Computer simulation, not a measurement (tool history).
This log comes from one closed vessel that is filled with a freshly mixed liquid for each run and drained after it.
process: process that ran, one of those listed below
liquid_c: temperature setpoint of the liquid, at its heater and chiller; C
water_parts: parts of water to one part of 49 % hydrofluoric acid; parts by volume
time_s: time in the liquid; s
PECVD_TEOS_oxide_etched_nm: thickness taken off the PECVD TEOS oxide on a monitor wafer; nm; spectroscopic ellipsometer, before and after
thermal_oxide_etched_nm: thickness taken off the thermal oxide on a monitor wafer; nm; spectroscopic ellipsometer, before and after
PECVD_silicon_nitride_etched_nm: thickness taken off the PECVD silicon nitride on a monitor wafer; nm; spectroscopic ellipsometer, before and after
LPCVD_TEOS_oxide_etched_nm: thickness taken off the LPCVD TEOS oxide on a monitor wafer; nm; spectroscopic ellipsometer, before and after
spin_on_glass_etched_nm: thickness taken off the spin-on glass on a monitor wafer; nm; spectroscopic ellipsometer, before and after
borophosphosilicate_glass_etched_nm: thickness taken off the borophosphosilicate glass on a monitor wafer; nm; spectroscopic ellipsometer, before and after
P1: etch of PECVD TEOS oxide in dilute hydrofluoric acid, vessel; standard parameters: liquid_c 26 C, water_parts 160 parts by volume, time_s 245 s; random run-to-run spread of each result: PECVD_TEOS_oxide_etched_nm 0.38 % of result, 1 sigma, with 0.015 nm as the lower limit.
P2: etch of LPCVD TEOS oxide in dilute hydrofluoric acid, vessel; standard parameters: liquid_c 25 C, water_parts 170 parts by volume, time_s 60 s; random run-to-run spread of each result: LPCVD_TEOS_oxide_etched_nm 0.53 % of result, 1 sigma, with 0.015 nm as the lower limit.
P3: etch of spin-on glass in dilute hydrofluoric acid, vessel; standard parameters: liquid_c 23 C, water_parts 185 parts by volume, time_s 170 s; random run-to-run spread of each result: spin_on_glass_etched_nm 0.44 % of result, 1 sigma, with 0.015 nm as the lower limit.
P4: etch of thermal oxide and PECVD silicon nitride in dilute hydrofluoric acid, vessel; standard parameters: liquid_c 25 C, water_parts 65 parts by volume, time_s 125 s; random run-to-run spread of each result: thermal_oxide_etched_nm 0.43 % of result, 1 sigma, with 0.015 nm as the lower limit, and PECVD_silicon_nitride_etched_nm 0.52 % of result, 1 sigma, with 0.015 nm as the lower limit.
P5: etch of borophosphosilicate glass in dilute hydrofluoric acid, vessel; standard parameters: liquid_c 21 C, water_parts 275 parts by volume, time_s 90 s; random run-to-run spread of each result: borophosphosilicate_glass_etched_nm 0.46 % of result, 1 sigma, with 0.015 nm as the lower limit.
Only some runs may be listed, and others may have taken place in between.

| run | hour | process | liquid_c | water_parts | time_s | PECVD_TEOS_oxide_etched_nm | thermal_oxide_etched_nm | PECVD_silicon_nitride_etched_nm | LPCVD_TEOS_oxide_etched_nm | spin_on_glass_etched_nm | borophosphosilicate_glass_etched_nm |
|---|---|---|---|---|---|---|---|---|---|---|---|
| 1 | 11.2 | P1 | 26 | 160 | 245 | 13.216 |  |  |  |  |  |
| 2 | 23.3 | P1 | 21.5 | 160 | 245 | 11.188 |  |  |  |  |  |
| 3 | 30.7 | P1 | 26 | 160 | 245 | 13.219 |  |  |  |  |  |
| 4 | 44.5 | P1 | 32.5 | 160 | 245 | 16.702 |  |  |  |  |  |
| 5 | 54.2 | P4 | 25 | 65 | 245 |  | 19.634 | 19.728 |  |  |  |
| 6 | 61.7 | P4 | 25 | 65 | 125 |  | 10.018 | 10.002 |  |  |  |
| 7 | 70.2 | P2 | 17 | 170 | 60 |  |  |  | 14.706 |  |  |
| 8 | 79.5 | P1 | 26 | 275 | 350 | 9.7251 |  |  |  |  |  |
| 9 | 88 | P3 | 23 | 185 | 30 |  |  |  |  | 8.3331 |  |
| 10 | 96.5 | P4 | 25 | 20 | 125 |  | 34.374 | 31.626 |  |  |  |
| 11 | 107 | P1 | 22 | 160 | 135 | 6.2497 |  |  |  |  |  |
| 12 | 115.8 | P1 | 26 | 160 | 125 | 6.749 |  |  |  |  |  |
| 13 | 124.5 | P3 | 17.5 | 185 | 170 |  |  |  |  | 37.956 |  |
| 14 | 132.5 | P1 | 26 | 160 | 245 | 13.229 |  |  |  |  |  |
| 15 | 145.4 | P1 | 26 | 160 | 245 | 13.204 |  |  |  |  |  |
| 16 | 158.6 | P3 | 23 | 185 | 170 |  |  |  |  | 47.15 |  |
| 17 | 164.6 | P2 | 25 | 170 | 105 |  |  |  | 34.94 |  |  |
|  | 166.8 | hydrofluoric acid flow meter replaced |
| 18 | 172.4 | P4 | 29.5 | 65 | 125 |  | 11.902 | 13.429 |  |  |  |
| 19 | 181.7 | P2 | 25 | 65 | 60 |  |  |  | 59.288 |  |  |
| 20 | 192.7 | P5 | 21 | 275 | 90 |  |  |  |  |  | 10.511 |
| 21 | 203.2 | P1 | 26 | 90 | 245 | 25.687 |  |  |  |  |  |
| 22 | 215.7 | P2 | 25 | 170 | 60 |  |  |  | 20.012 |  |  |
| 23 | 227.2 | P1 | 26 | 160 | 410 | 22.017 |  |  |  |  |  |
| 24 | 233.8 | P5 | 17 | 275 | 90 |  |  |  |  |  | 9.097 |
| 25 | 246.8 | P5 | 21 | 275 | 30 |  |  |  |  |  | 3.522 |
| 26 | 259.8 | P5 | 21 | 505 | 90 |  |  |  |  |  | 4.7917 |
| 27 | 269.2 | P3 | 23 | 285 | 170 |  |  |  |  | 27.485 |  |
| 28 | 279.2 | P1 | 26 | 160 | 245 | 13.257 |  |  |  |  |  |
| 29 | 289.3 | P2 | 25 | 170 | 60 |  |  |  | 19.81 |  |  |
| 30 | 302.1 | P1 | 26 | 160 | 245 | 13.151 |  |  |  |  |  |
| 31 | 309.7 | P1 | 26 | 285 | 245 | 6.5174 |  |  |  |  |  |
| 32 | 322.7 | P1 | 26 | 160 | 245 | 13.14 |  |  |  |  |  |
| 33 | 329.1 | P1 | 26 | 160 | 245 | 12.826 |  |  |  |  |  |
| 34 | 336.1 | P1 | 26 | 160 | 245 | 12.425 |  |  |  |  |  |
| 35 | 344.1 | P1 | 26 | 160 | 245 | 12.247 |  |  |  |  |  |
| 36 | 355.3 | P1 | 26 | 160 | 245 | 12.109 |  |  |  |  |  |
| 37 | 367.8 | P1 | 26 | 160 | 245 | 12.061 |  |  |  |  |  |
| 38 | 381.4 | P1 | 26 | 160 | 245 | 11.985 |  |  |  |  |  |

P1 no longer gives what it gave before; its output has crept away from where it was. The following 2 causes, each at its listed size, fit the log equally well:
A: hydrofluoric acid flow below the setpoint (%) = 7.41
B: liquid colder than its thermometer reads (K) = 2.45
Creep in the process output first set in at about hour 322.7.

Each of the 4 check runs below uses one wafer; its results are left as question marks. Which run tells the causes apart?
| check 1 | 395 | P2 | 19 | 170 | 60 |  |  |  | ? |  |  |
| check 2 | 395 | P5 | 17 | 275 | 45 |  |  |  |  |  | ? |
| check 3 | 395 | P3 | 18.5 | 185 | 50 |  |  |  |  | ? |  |
| check 4 | 395 | P4 | 25 | 65 | 185 |  | ? | ? |  |  |  |

Check results expected under each cause:
| check | result | if A | if B |
|---|---|---|---|
| check 1 | LPCVD_TEOS_oxide_etched_nm | 14.495 | 14.378 |
| check 2 | borophosphosilicate_glass_etched_nm | 4.1452 | 4.1463 |
| check 3 | spin_on_glass_etched_nm | 10.624 | 10.55 |
| check 4 | thermal_oxide_etched_nm | 13.649 | 13.432 |
| check 4 | PECVD_silicon_nitride_etched_nm | 13.767 | 12.601 |
Minimum pairwise separation of causes per check, each pair taken at its best-separating result: check 1 0.81 %; check 2 0.03 %; check 3 0.71 %; check 4 8.85 %
The causes can be told apart only by check 4. The other checks would give nearly the same results under each of them.

Here is what check 4 returned: thermal_oxide_etched_nm 13.355 nm; PECVD_silicon_nitride_etched_nm 12.64 nm. Which cause is it?

Of the candidate causes, it is B: liquid colder than its thermometer reads (K).
